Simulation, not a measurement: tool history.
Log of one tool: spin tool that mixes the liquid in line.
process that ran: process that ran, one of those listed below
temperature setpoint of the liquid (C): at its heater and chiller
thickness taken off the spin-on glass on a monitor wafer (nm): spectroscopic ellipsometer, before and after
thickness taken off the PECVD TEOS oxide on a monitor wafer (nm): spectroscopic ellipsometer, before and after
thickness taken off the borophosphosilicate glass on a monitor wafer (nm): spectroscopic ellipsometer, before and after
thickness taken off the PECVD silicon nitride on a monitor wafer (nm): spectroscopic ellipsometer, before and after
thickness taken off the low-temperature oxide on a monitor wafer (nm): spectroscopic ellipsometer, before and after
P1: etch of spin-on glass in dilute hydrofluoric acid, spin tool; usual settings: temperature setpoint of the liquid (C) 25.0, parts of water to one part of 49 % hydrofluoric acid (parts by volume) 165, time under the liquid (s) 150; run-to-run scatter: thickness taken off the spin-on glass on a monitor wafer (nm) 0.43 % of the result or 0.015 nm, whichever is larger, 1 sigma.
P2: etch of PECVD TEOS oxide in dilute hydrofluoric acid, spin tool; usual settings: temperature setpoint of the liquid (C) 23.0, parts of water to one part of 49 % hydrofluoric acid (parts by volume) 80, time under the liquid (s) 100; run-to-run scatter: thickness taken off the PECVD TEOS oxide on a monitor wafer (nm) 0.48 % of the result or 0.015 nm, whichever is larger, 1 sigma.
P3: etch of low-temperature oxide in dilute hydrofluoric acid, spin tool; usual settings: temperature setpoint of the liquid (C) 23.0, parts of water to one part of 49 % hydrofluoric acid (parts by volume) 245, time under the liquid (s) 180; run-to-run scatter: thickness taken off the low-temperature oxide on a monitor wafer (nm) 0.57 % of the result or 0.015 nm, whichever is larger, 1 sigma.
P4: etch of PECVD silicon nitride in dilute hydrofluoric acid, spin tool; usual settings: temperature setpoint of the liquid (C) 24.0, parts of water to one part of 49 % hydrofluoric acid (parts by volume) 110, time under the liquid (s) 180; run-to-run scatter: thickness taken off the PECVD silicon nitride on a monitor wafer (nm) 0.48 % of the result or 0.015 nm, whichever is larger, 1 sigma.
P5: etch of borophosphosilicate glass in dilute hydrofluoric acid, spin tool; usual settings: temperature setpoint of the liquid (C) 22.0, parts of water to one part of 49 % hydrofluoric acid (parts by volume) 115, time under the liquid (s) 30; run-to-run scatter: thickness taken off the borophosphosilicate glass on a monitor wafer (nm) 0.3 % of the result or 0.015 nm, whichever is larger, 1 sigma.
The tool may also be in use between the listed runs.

| run | hour | process that ran | temperature setpoint of the liquid (C) | parts of water to one part of 49 % hydrofluoric acid (parts by volume) | time under the liquid (s) | hours since the thermometer was replaced | hours since the hydrofluoric acid flow meter was replaced | thickness taken off the spin-on glass on a monitor wafer (nm) | thickness taken off the PECVD TEOS oxide on a monitor wafer (nm) | thickness taken off the borophosphosilicate glass on a monitor wafer (nm) | thickness taken off the PECVD silicon nitride on a monitor wafer (nm) | thickness taken off the low-temperature oxide on a monitor wafer (nm) |
|---|---|---|---|---|---|---|---|---|---|---|---|---|
| 1 | 5.2 | P1 | 25.0 | 165 | 150 | 458.5 | 591.9 | 52.419 |  |  |  |  |
| 2 | 11.8 | P1 | 25.0 | 165 | 150 | 465.1 | 598.5 | 52.008 |  |  |  |  |
| 3 | 16.6 | P2 | 23.0 | 80 | 100 | 469.9 | 603.3 |  | 30.254 |  |  |  |
| 4 | 22.3 | P2 | 23.0 | 80 | 40 | 475.6 | 609.0 |  | 12.069 |  |  |  |
| 5 | 28.3 | P1 | 25.0 | 165 | 40 | 481.6 | 615.0 | 14.001 |  |  |  |  |
| 6 | 35.9 | P1 | 25.0 | 165 | 150 | 489.2 | 622.6 | 51.990 |  |  |  |  |
| 7 | 40.9 | P1 | 25.0 | 255 | 265 | 494.2 | 627.6 | 54.188 |  |  |  |  |
| 8 | 45.9 | P1 | 25.0 | 165 | 150 | 499.2 | 632.6 | 52.377 |  |  |  |  |
| 9 | 50.8 | P5 | 17.5 | 115 | 30 | 504.1 | 637.5 |  |  | 8.1760 |  |  |
| 10 | 56.5 | P4 | 24.0 | 110 | 180 | 509.8 | 643.2 |  |  |  | 6.7833 |  |
| 11 | 62.7 | P4 | 24.0 | 110 | 360 | 516.0 | 649.4 |  |  |  | 13.6660 |  |
| 12 | 69.3 | P1 | 25.0 | 165 | 220 | 522.6 | 656.0 | 77.002 |  |  |  |  |
| 13 | 73.5 | P3 | 23.0 | 245 | 180 | 526.8 | 660.2 |  |  |  |  | 10.280 |
| 14 | 77.4 | P4 | 24.0 | 160 | 180 | 530.7 | 664.1 |  |  |  | 4.6868 |  |
| 15 | 83.1 | P1 | 19.5 | 165 | 150 | 536.4 | 669.8 | 41.883 |  |  |  |  |
| 16 | 87.9 | P5 | 22.0 | 115 | 30 | 541.2 | 674.6 |  |  | 9.8103 |  |  |
| 17 | 92.1 | P3 | 23.0 | 245 | 180 | 545.4 | 678.8 |  |  |  |  | 10.333 |
| 18 | 97.2 | P1 | 25.0 | 165 | 150 | 550.5 | 683.9 | 52.863 |  |  |  |  |
| 19 | 102.0 | P4 | 24.0 | 110 | 180 | 555.3 | 688.7 |  |  |  | 6.7873 |  |
| 20 | 108.2 | P4 | 29.5 | 110 | 180 | 561.5 | 694.9 |  |  |  | 9.6473 |  |
| 21 | 116.3 | P1 | 25.0 | 225 | 285 | 569.6 | 703.0 | 68.122 |  |  |  |  |
| 22 | 124.6 | P5 | 22.0 | 115 | 30 | 577.9 | 711.3 |  |  | 9.8127 |  |  |
| 23 | 132.3 | P2 | 23.0 | 80 | 100 | 585.6 | 719.0 |  | 30.245 |  |  |  |
| 24 | 139.8 | P1 | 25.0 | 165 | 150 | 593.1 | 726.5 | 52.212 |  |  |  |  |
| 25 | 145.2 | P1 | 25.0 | 235 | 150 | 598.5 | 731.9 | 33.958 |  |  |  |  |
| 26 | 153.1 | P1 | 25.0 | 35 | 150 | 606.4 | 739.8 | 292.460 |  |  |  |  |
| 27 | 158.3 | P5 | 22.0 | 25 | 30 | 611.6 | 745.0 |  |  | 50.1740 |  |  |
| 28 | 164.5 | P3 | 23.0 | 245 | 365 | 617.8 | 751.2 |  |  |  |  | 20.859 |
| 29 | 172.8 | P3 | 30.0 | 245 | 180 | 626.1 | 759.5 |  |  |  |  | 13.166 |
| 30 | 180.3 | P1 | 33.0 | 165 | 150 | 633.6 | 767.0 | 69.491 |  |  |  |  |
| 31 | 188.5 | P3 | 23.0 | 50 | 180 | 641.8 | 775.2 |  |  |  |  | 61.976 |
| 32 | 193.7 | P2 | 23.0 | 140 | 100 | 647.0 | 780.4 |  | 16.071 |  |  |  |
| 33 | 200.8 | P5 | 22.0 | 115 | 15 | 654.1 | 787.5 |  |  | 4.8685 |  |  |
| 34 | 207.5 | P2 | 28.0 | 80 | 100 | 660.8 | 794.2 |  | 36.935 |  |  |  |
| 35 | 211.9 | P1 | 25.0 | 165 | 150 | 665.2 | 798.6 | 52.074 |  |  |  |  |
| 36 | 219.0 | P1 | 25.0 | 165 | 150 | 672.3 | 805.7 | 50.700 |  |  |  |  |
| 37 | 223.7 | P1 | 25.0 | 165 | 150 | 677.0 | 810.4 | 49.782 |  |  |  |  |
| 38 | 231.5 | P1 | 25.0 | 165 | 150 | 684.8 | 818.2 | 49.432 |  |  |  |  |
| 39 | 238.1 | P1 | 25.0 | 165 | 150 | 691.4 | 824.8 | 48.732 |  |  |  |  |
| 40 | 245.9 | P1 | 25.0 | 165 | 150 | 699.2 | 832.6 | 48.840 |  |  |  |  |
| 41 | 250.4 | P1 | 25.0 | 165 | 150 | 703.7 | 837.1 | 48.984 |  |  |  |  |

What P1 gives has crept away from where it was. These 2 causes fit the log equally well, each at the size given:
A: hydrofluoric acid flow below the setpoint (%) = 5.58
B: liquid colder than its thermometer reads (K) = 1.82
The creep began at about hour 211.9.

4 check runs are offered, one wafer each, their results left as question marks. Which one tells the causes apart?
| check 1 | 254.9 | P5 | 22.0 | 115 | 15 |  |  |  |  | ? |  |  |
| check 2 | 254.9 | P3 | 28.0 | 90 | 180 |  |  |  |  |  |  | ? |
| check 3 | 254.9 | P2 | 23.0 | 135 | 100 |  |  |  | ? |  |  |  |
| check 4 | 254.9 | P4 | 24.0 | 155 | 180 |  |  |  |  |  | ? |  |

What each check would give under each cause:
| check | result | if A | if B |
|---|---|---|---|
| check 1 | thickness taken off the borophosphosilicate glass on a monitor wafer (nm) | 4.5821 | 4.5452 |
| check 2 | thickness taken off the low-temperature oxide on a monitor wafer (nm) | 37.959 | 37.733 |
| check 3 | thickness taken off the PECVD TEOS oxide on a monitor wafer (nm) | 15.726 | 15.645 |
| check 4 | thickness taken off the PECVD silicon nitride on a monitor wafer (nm) | 4.5810 | 4.3086 |
How far apart the two closest causes lie, in the result that separates them most: check 1 0.81 %; check 2 0.6 %; check 3 0.52 %; check 4 6.13 %
Check 4 tells the causes apart: in the others they would give nearly the same result.

Check 4 was then run and gave: thickness taken off the PECVD silicon nitride on a monitor wafer (nm) 4.3172. Which cause is it?

It is B: liquid colder than its thermometer reads (K).
